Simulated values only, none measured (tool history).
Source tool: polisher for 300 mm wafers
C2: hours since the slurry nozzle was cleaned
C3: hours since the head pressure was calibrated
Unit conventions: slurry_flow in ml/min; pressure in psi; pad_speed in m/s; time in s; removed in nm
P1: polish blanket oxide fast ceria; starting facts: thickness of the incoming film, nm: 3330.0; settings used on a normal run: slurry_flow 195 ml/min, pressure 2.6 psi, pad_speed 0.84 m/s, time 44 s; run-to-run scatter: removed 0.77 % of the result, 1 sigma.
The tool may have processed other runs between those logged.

{"run": 1, "hour": 10.2, "slurry_flow": 195, "pressure": 2.6, "pad_speed": 0.84, "time": 44, "wafers polished on this pad": 294, "C2": 247.9, "C3": 735.5, "removed": 532.98}
{"run": 2, "hour": 20.5, "slurry_flow": 195, "pressure": 2.6, "pad_speed": 0.84, "time": 44, "wafers polished on this pad": 472, "C2": 258.2, "C3": 745.8, "removed": 535.49}
{"run": 3, "hour": 25.9, "slurry_flow": 115, "pressure": 2.6, "pad_speed": 0.84, "time": 44, "wafers polished on this pad": 565, "C2": 263.6, "C3": 751.2, "removed": 489.6}
{"run": 4, "hour": 33.6, "slurry_flow": 195, "pressure": 2.6, "pad_speed": 0.44, "time": 44, "wafers polished on this pad": 698, "C2": 271.3, "C3": 758.9, "removed": 277.61}
{"run": 5, "hour": 38.8, "slurry_flow": 260, "pressure": 2.6, "pad_speed": 0.84, "time": 44, "wafers polished on this pad": 787, "C2": 276.5, "C3": 764.1, "removed": 552.47}
{"run": 6, "hour": 49.6, "slurry_flow": 195, "pressure": 2.6, "pad_speed": 0.84, "time": 20, "wafers polished on this pad": 974, "C2": 287.3, "C3": 774.9, "removed": 245.37}
{"run": 7, "hour": 58.0, "slurry_flow": 195, "pressure": 2.6, "pad_speed": 1.32, "time": 44, "wafers polished on this pad": 1119, "C2": 295.7, "C3": 783.3, "removed": 828.54}
{"run": 8, "hour": 64.8, "slurry_flow": 195, "pressure": 1.2, "pad_speed": 0.84, "time": 44, "wafers polished on this pad": 1236, "C2": 302.5, "C3": 790.1, "removed": 247.88}
{"run": 9, "hour": 74.4, "slurry_flow": 195, "pressure": 2.6, "pad_speed": 0.84, "time": 44, "wafers polished on this pad": 1402, "C2": 312.1, "C3": 799.7, "removed": 534.23}
{"run": 10, "hour": 80.4, "slurry_flow": 195, "pressure": 2.6, "pad_speed": 0.84, "time": 44, "wafers polished on this pad": 1506, "C2": 318.1, "C3": 805.7, "removed": 532.05}
{"run": 11, "hour": 87.4, "slurry_flow": 280, "pressure": 2.6, "pad_speed": 0.84, "time": 56, "wafers polished on this pad": 1626, "C2": 325.1, "C3": 812.7, "removed": 712.66}
{"run": 12, "hour": 92.3, "slurry_flow": 195, "pressure": 2.6, "pad_speed": 0.84, "time": 67, "wafers polished on this pad": 1711, "C2": 330, "C3": 817.6, "removed": 812.57}
{"run": 13, "hour": 99.5, "slurry_flow": 195, "pressure": 2.6, "pad_speed": 0.84, "time": 44, "wafers polished on this pad": 1835, "C2": 337.2, "C3": 824.8, "removed": 531.25}
{"run": 14, "hour": 109.9, "slurry_flow": 195, "pressure": 4, "pad_speed": 0.84, "time": 44, "wafers polished on this pad": 2015, "C2": 347.6, "C3": 835.2, "removed": 825.92}
{"run": 15, "hour": 120.5, "slurry_flow": 195, "pressure": 2.6, "pad_speed": 0.84, "time": 44, "wafers polished on this pad": 2198, "C2": 358.2, "C3": 845.8, "removed": 536.24}
{"run": 16, "hour": 126.9, "slurry_flow": 195, "pressure": 2.6, "pad_speed": 0.84, "time": 44, "wafers polished on this pad": 2308, "C2": 364.6, "C3": 852.2, "removed": 525.19}
{"run": 17, "hour": 134.3, "slurry_flow": 195, "pressure": 2.6, "pad_speed": 0.84, "time": 44, "wafers polished on this pad": 2436, "C2": 372, "C3": 859.6, "removed": 523.48}
{"run": 18, "hour": 140.8, "slurry_flow": 195, "pressure": 2.6, "pad_speed": 0.84, "time": 44, "wafers polished on this pad": 2548, "C2": 378.5, "C3": 866.1, "removed": 521.39}
{"run": 19, "hour": 145.9, "slurry_flow": 195, "pressure": 2.6, "pad_speed": 0.84, "time": 44, "wafers polished on this pad": 2636, "C2": 383.6, "C3": 871.2, "removed": 520.79}
{"run": 20, "hour": 154.8, "slurry_flow": 195, "pressure": 2.6, "pad_speed": 0.84, "time": 44, "wafers polished on this pad": 2790, "C2": 392.5, "C3": 880.1, "removed": 509.47}
{"run": 21, "hour": 165.2, "slurry_flow": 195, "pressure": 2.6, "pad_speed": 0.84, "time": 44, "wafers polished on this pad": 2969, "C2": 402.9, "C3": 890.5, "removed": 520.64}
{"run": 22, "hour": 176.0, "slurry_flow": 195, "pressure": 2.6, "pad_speed": 0.84, "time": 44, "wafers polished on this pad": 3156, "C2": 413.7, "C3": 901.3, "removed": 506.67}
{"hour": 182.3, "done": "head pressure recalibrated"}
{"run": 23, "hour": 185.3, "slurry_flow": 195, "pressure": 2.6, "pad_speed": 0.84, "time": 44, "wafers polished on this pad": 3316, "C2": 423, "C3": 3.1, "removed": 510.41}
{"run": 24, "hour": 195.5, "slurry_flow": 195, "pressure": 2.6, "pad_speed": 0.84, "time": 44, "wafers polished on this pad": 3493, "C2": 433.2, "C3": 13.3, "removed": 501.65}
{"run": 25, "hour": 204.7, "slurry_flow": 195, "pressure": 2.6, "pad_speed": 0.84, "time": 44, "wafers polished on this pad": 3651, "C2": 442.4, "C3": 22.5, "removed": 499.11}

What P1 gives has crept away from where it was. These 2 causes fit the log equally well, each at the size given:
A: slurry flow missing at the pad, % = 27.8
B: removal rate lost through wear of the pad, % = 5.03
Creep in the process output first set in at about hour 120.5.
Ruled out, with reasons:
head's pressure below its setpoint, %: serviced after onset, at hour 182.3, with no recovery of the prior output

Which of the check runs below tells the causes apart, meaning the causes would give it clearly different results? Each run uses 3 wafers whose results are averaged, and each result is shown as a question mark.
{"run": "check 1", "hour": 213.9, "slurry_flow": 195, "pressure": 1.4, "pad_speed": 0.84, "time": 44, "removed": "?"}
{"run": "check 2", "hour": 213.9, "slurry_flow": 195, "pressure": 2.6, "pad_speed": 1.2, "time": 65, "removed": "?"}
{"run": "check 3", "hour": 213.9, "slurry_flow": 195, "pressure": 2.6, "pad_speed": 1.32, "time": 31, "removed": "?"}
{"run": "check 4", "hour": 213.9, "slurry_flow": 115, "pressure": 2.6, "pad_speed": 0.84, "time": 23, "removed": "?"}

What each check would give under each cause:
check=check_1 result=removed if_A=272.86 if_B=272.83
check=check_2 result=removed if_A=1069.4 if_B=1069.3
check=check_3 result=removed if_A=561.03 if_B=560.96
check=check_4 result=removed if_A=234.07 if_B=241.54
Per-check spread between the two closest causes, in the result where they differ most: check 1 0.01 %; check 2 0.01 %; check 3 0.01 %; check 4 3.14 %
The other checks would show nearly matching results whichever cause is true, so check 4 is the only one that separates the causes.

Check 4 was carried out, with these results: removed 233.39 nm. Which of the listed causes is responsible?

The correct cause is A, namely: slurry flow missing at the pad, %.
